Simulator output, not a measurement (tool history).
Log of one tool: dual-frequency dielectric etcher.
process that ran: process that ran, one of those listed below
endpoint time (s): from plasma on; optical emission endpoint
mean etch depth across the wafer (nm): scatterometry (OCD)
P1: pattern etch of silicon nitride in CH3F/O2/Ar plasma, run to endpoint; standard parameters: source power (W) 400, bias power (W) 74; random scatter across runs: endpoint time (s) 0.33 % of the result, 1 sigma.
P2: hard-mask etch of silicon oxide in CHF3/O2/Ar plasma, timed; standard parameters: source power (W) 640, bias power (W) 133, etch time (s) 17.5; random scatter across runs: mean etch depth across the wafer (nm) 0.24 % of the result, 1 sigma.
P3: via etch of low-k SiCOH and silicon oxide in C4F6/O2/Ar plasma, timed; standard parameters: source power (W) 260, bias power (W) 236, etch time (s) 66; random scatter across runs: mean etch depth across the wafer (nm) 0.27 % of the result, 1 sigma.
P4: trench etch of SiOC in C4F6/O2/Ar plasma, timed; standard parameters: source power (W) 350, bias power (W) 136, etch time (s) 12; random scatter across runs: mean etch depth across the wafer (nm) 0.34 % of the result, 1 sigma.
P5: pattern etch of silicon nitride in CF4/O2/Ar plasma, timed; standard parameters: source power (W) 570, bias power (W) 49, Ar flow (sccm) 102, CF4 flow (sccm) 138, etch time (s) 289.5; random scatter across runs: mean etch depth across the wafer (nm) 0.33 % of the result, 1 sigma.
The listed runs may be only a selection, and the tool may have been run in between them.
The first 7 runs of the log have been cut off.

| run | day | process that ran | source power (W) | bias power (W) | etch time (s) | Ar flow (sccm) | CF4 flow (sccm) | hours since the last wet clean | hours since the last source power generator calibration | hours since the last bias power generator calibration | endpoint time (s) | mean etch depth across the wafer (nm) |
|---|---|---|---|---|---|---|---|---|---|---|---|---|
| 8 | 1.117 | P3 | 260 | 287 | 66 |  |  | 235.5 | 1673.2 | 1829 |  | 175.62 |
| 9 | 1.308 | P5 | 570 | 49 | 289.5 | 102 | 138 | 240.1 | 1677.8 | 1833.6 |  | 623.32 |
| 10 | 1.421 | P1 | 400 | 74 |  |  |  | 242.8 | 1680.5 | 1836.3 | 68.331 |  |
| 11 | 1.558 | P5 | 570 | 49 | 216.5 | 102 | 138 | 246.1 | 1683.8 | 1839.6 |  | 465.32 |
| 12 | 1.667 | P4 | 350 | 178 | 12 |  |  | 248.7 | 1686.4 | 1842.2 |  | 24.163 |
| 13 | 1.858 | P2 | 850 | 133 | 17.5 |  |  | 253.3 | 1691 | 1846.8 |  | 36.044 |
| 14 | 2.029 | P1 | 400 | 74 |  |  |  | 257.4 | 1695.1 | 1850.9 | 68.048 |  |
| 15 | 2.158 | P4 | 240 | 136 | 12 |  |  | 260.5 | 1698.2 | 1854 |  | 19.185 |
| 16 | 2.283 | P5 | 570 | 49 | 289.5 | 102 | 138 | 263.5 | 1701.2 | 1857 |  | 620.62 |
| 17 | 2.408 | P2 | 640 | 133 | 17.5 |  |  | 266.5 | 1704.2 | 1860 |  | 32.178 |
| 18 | 2.592 | P5 | 570 | 49 | 289.5 | 142 | 138 | 270.9 | 1708.6 | 1864.4 |  | 596.86 |
| 19 | 2.688 | P1 | 520 | 90 |  |  |  | 273.2 | 1710.9 | 1866.7 | 57.741 |  |
| 20 | 2.808 | P1 | 400 | 59 |  |  |  | 276.1 | 1713.8 | 1869.6 | 73.492 |  |
| 21 | 2.912 | P2 | 640 | 133 | 17.5 |  |  | 278.6 | 1716.3 | 1872.1 |  | 32.173 |
| 22 | 3.008 | P5 | 570 | 37 | 289.5 | 102 | 138 | 280.9 | 1718.6 | 1874.4 |  | 562.78 |
| 23 | 3.121 | P1 | 400 | 87 |  |  |  | 283.6 | 1721.3 | 1877.1 | 64.15 |  |
| 24 | 3.212 | P1 | 520 | 74 |  |  |  | 285.8 | 1723.5 | 1879.3 | 61.251 |  |

For run 25, what comes out?
| 25 | 3.404 | P2 | 640 | 133 | 12 |  |  | 290.4 | 1728.1 | 1883.9 |  | ? |

Run 25 gave mean etch depth across the wafer (nm) 22.043.

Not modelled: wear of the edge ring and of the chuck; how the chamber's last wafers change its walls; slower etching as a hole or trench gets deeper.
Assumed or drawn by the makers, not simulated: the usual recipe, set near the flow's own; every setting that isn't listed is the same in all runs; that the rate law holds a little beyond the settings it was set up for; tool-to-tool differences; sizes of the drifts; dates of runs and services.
